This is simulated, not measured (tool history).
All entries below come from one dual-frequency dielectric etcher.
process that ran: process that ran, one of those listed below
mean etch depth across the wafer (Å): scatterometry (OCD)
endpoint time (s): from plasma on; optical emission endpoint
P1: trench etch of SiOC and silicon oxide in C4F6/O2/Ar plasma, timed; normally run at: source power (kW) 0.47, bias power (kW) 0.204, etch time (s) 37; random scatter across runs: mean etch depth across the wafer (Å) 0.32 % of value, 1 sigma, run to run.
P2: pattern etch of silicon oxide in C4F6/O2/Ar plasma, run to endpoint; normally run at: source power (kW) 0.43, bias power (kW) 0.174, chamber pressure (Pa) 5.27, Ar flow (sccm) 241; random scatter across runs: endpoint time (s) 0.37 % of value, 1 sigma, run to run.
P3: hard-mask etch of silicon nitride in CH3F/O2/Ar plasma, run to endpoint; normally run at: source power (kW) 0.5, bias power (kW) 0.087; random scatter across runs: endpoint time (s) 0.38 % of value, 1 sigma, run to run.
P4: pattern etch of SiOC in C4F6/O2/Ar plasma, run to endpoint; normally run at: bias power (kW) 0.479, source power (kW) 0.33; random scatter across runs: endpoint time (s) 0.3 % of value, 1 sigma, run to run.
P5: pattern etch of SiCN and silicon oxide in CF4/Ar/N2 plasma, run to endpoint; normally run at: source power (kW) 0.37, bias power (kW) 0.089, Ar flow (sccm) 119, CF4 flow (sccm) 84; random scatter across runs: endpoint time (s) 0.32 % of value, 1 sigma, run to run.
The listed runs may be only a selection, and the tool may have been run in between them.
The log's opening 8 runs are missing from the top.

| run | hour | process that ran | source power (kW) | bias power (kW) | etch time (s) | Ar flow (sccm) | CF4 flow (sccm) | chamber pressure (Pa) | hours since the last wet clean | hours since the last source power generator calibration | hours since the last bias power generator calibration | mean etch depth across the wafer (Å) | endpoint time (s) |
|---|---|---|---|---|---|---|---|---|---|---|---|---|---|
| 9 | 109.8 | P1 | 0.47 | 0.277 | 37 |  |  |  | 163.2 | 1505 | 1540.1 | 895.02 |  |
| 10 | 125.4 | P1 | 0.47 | 0.204 | 37 |  |  |  | 178.8 | 1520.6 | 1555.7 | 811.15 |  |
| 11 | 141.9 | P5 | 0.37 | 0.089 |  | 119 | 84 |  | 195.3 | 1537.1 | 1572.2 |  | 17.357 |
| 12 | 151.8 | P5 | 0.37 | 0.089 |  | 161 | 84 |  | 205.2 | 1547 | 1582.1 |  | 18.205 |
| 13 | 164.1 | P1 | 0.47 | 0.204 | 37 |  |  |  | 217.5 | 1559.3 | 1594.4 | 807.24 |  |
| 14 | 179.3 | P5 | 0.37 | 0.089 |  | 119 | 64 |  | 232.7 | 1574.5 | 1609.6 |  | 18.08 |
| 15 | 193.7 | P2 | 0.32 | 0.174 |  | 241 |  | 5.27 | 247.1 | 1588.9 | 1624 |  | 16.476 |
| 16 | 204.7 | P5 | 0.37 | 0.057 |  | 119 | 84 |  | 258.1 | 1599.9 | 1635 |  | 20.299 |
| 17 | 215.7 | P1 | 0.47 | 0.204 | 37 |  |  |  | 269.1 | 1610.9 | 1646 | 800.09 |  |
| 18 | 230.3 | P3 | 0.33 | 0.087 |  |  |  |  | 283.7 | 1625.5 | 1660.6 |  | 47.175 |
| 19 | 242.8 | P1 | 0.47 | 0.154 | 46 |  |  |  | 296.2 | 1638 | 1673.1 | 918.91 |  |
| 20 | 252.8 | P1 | 0.47 | 0.151 | 37 |  |  |  | 306.2 | 1648 | 1683.1 | 729.45 |  |

Estimate the outcome of run 21 from the log above:
| 21 | 260.9 | P3 | 0.5 | 0.064 |  |  |  |  | 314.3 | 1656.1 | 1691.2 |  | ? |

{"run 21": {"endpoint time (s)": 44.561}}
